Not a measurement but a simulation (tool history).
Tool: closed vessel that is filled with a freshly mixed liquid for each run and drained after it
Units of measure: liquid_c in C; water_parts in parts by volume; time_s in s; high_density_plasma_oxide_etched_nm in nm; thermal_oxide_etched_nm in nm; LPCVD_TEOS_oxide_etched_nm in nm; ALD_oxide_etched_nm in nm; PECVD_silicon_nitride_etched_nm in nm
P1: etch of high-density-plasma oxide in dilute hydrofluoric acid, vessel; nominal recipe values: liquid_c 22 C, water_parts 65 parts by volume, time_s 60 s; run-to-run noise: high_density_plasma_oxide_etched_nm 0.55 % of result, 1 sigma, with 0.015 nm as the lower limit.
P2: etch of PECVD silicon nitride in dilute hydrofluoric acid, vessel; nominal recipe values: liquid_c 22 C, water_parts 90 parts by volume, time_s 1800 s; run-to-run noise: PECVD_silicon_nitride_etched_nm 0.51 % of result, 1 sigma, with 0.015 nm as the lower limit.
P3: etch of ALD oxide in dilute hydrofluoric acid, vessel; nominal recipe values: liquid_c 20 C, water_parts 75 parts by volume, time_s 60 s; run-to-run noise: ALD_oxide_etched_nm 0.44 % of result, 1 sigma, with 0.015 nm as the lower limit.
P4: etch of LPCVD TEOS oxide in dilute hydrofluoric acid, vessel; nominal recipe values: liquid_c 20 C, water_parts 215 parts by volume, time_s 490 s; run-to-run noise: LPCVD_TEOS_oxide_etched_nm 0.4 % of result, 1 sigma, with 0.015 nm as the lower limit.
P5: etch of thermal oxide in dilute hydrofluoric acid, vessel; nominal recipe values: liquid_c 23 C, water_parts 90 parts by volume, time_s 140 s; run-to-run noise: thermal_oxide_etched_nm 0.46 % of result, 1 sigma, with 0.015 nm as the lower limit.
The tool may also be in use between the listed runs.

run	day	process	liquid_c	water_parts	time_s	hours since the thermometer was replaced	hours since the hydrofluoric acid flow meter was replaced	high_density_plasma_oxide_etched_nm	thermal_oxide_etched_nm	LPCVD_TEOS_oxide_etched_nm	ALD_oxide_etched_nm	PECVD_silicon_nitride_etched_nm
1	0.546	P1	22	65	60	1308.0	465.8	6.2303				
2	0.929	P5	17	90	140	1317.2	475.0		5.5977			
3	1.362	P1	17	45	60	1327.6	485.4	7.4585				
4	2.050	P1	22	40	60	1344.1	501.9	10.4570				
5	2.683	P4	20	215	490	1359.3	517.1			54.8520		
6	3.042	P5	23	90	140	1367.9	525.7		7.1737			
7	3.529	P3	20	75	105	1379.6	537.4				39.932	
# day 3.671: hydrofluoric acid flow meter replaced
8	4.054	P1	17	65	60	1392.2	9.3	5.0389				
9	4.800	P3	20	115	60	1410.1	27.2				14.169	
10	5.192	P1	22	65	30	1419.5	36.6	3.0953				
11	5.750	P1	26	65	60	1432.9	50.0	7.3127				
12	6.275	P1	22	65	60	1445.5	62.6	6.2051				
13	7.021	P1	22	65	100	1463.4	80.5	10.3840				
14	7.796	P2	17	90	1800	1482.0	99.1					20.45700
15	8.567	P3	17	75	60	1500.5	117.6				20.138	
16	9.196	P4	20	215	490	1515.6	132.7			55.1600		
17	9.871	P1	22	65	60	1531.8	148.9	6.2578				
18	10.542	P2	22	90	30	1547.9	165.0					0.48364
19	11.233	P3	20	75	60	1564.5	181.6				22.837	
20	11.621	P1	22	65	60	1573.8	190.9	6.2534				
21	12.325	P1	28	65	100	1590.7	207.8	13.1090				
22	13.017	P2	22	90	1800	1607.3	224.4					29.12600
23	13.438	P1	22	65	60	1617.4	234.5	6.1321				
24	13.962	P1	22	65	60	1630.0	247.1	6.1947				
25	14.492	P1	22	65	60	1642.7	259.8	6.2167				
26	15.288	P1	22	95	60	1661.8	278.9	4.1157				
27	15.833	P1	18	65	95	1674.9	292.0	8.2994				
28	16.329	P4	17	215	490	1686.8	303.9			48.6330		
29	16.779	P2	22	20	1800	1697.6	314.7					125.35000
30	17.138	P4	20	90	490	1706.2	323.3			149.6800		
31	17.633	P5	23	90	225	1718.1	335.2		11.4790			
32	18.096	P4	20	215	80	1729.2	346.3			8.9562		
33	18.642	P5	23	20	140	1742.3	359.4		35.4570			
34	19.392	P1	22	65	60	1760.3	377.4	6.1722				
35	19.854	P1	22	65	60	1771.4	388.5	6.0150				
36	20.279	P1	22	65	60	1781.6	398.7	5.9177				
37	20.883	P1	22	65	60	1796.1	413.2	5.8554				
38	21.308	P1	22	65	60	1806.3	423.4	5.8264				
39	21.950	P1	22	65	60	1821.7	438.8	5.7540				
40	22.304	P1	22	65	60	1830.2	447.3	5.7562				
41	22.900	P1	22	65	60	1844.5	461.6	5.7527				
42	23.633	P1	22	65	60	1862.1	479.2	5.6972				
43	24.079	P1	22	65	60	1872.8	489.9	5.6833				
44	24.462	P1	22	65	60	1882.0	499.1	5.7193				

What P1 gives has crept off from where it sat before. The 2 causes that follow fit the log equally well, each at the size noted:
A: liquid colder than its thermometer reads (K) = 2.03
B: hydrofluoric acid flow below the setpoint (%) = 7.52
The gradual shift began around day 19.392.

Question marks stand in for the results of the 4 check runs listed below, each run on one wafer. Under which run would the listed causes show clearly different results?
check 1	24.846	P4	17	145	490					?		
check 2	24.846	P5	23	20	205				?			
check 3	24.846	P3	17	75	60						?	
check 4	24.846	P2	17	90	350							?

Outcome of each check run for each possible cause:
check	result	if A	if B
check 1	LPCVD_TEOS_oxide_etched_nm	70.9940	70.6180
check 2	thermal_oxide_etched_nm	47.5090	47.8160
check 3	ALD_oxide_etched_nm	18.420	18.473
check 4	PECVD_silicon_nitride_etched_nm	3.47450	3.71720
Smallest distance between any two causes, each pair judged by its most separating result, in per cent: check 1 0.53 %; check 2 0.65 %; check 3 0.29 %; check 4 6.75 %
Only in check 4 would the causes give clearly different results; in the remaining checks their results would be nearly the same.

Check 4 was carried out, with these results: PECVD_silicon_nitride_etched_nm 3.71070 nm. Which of the listed causes is responsible?

It is B: hydrofluoric acid flow below the setpoint (%).

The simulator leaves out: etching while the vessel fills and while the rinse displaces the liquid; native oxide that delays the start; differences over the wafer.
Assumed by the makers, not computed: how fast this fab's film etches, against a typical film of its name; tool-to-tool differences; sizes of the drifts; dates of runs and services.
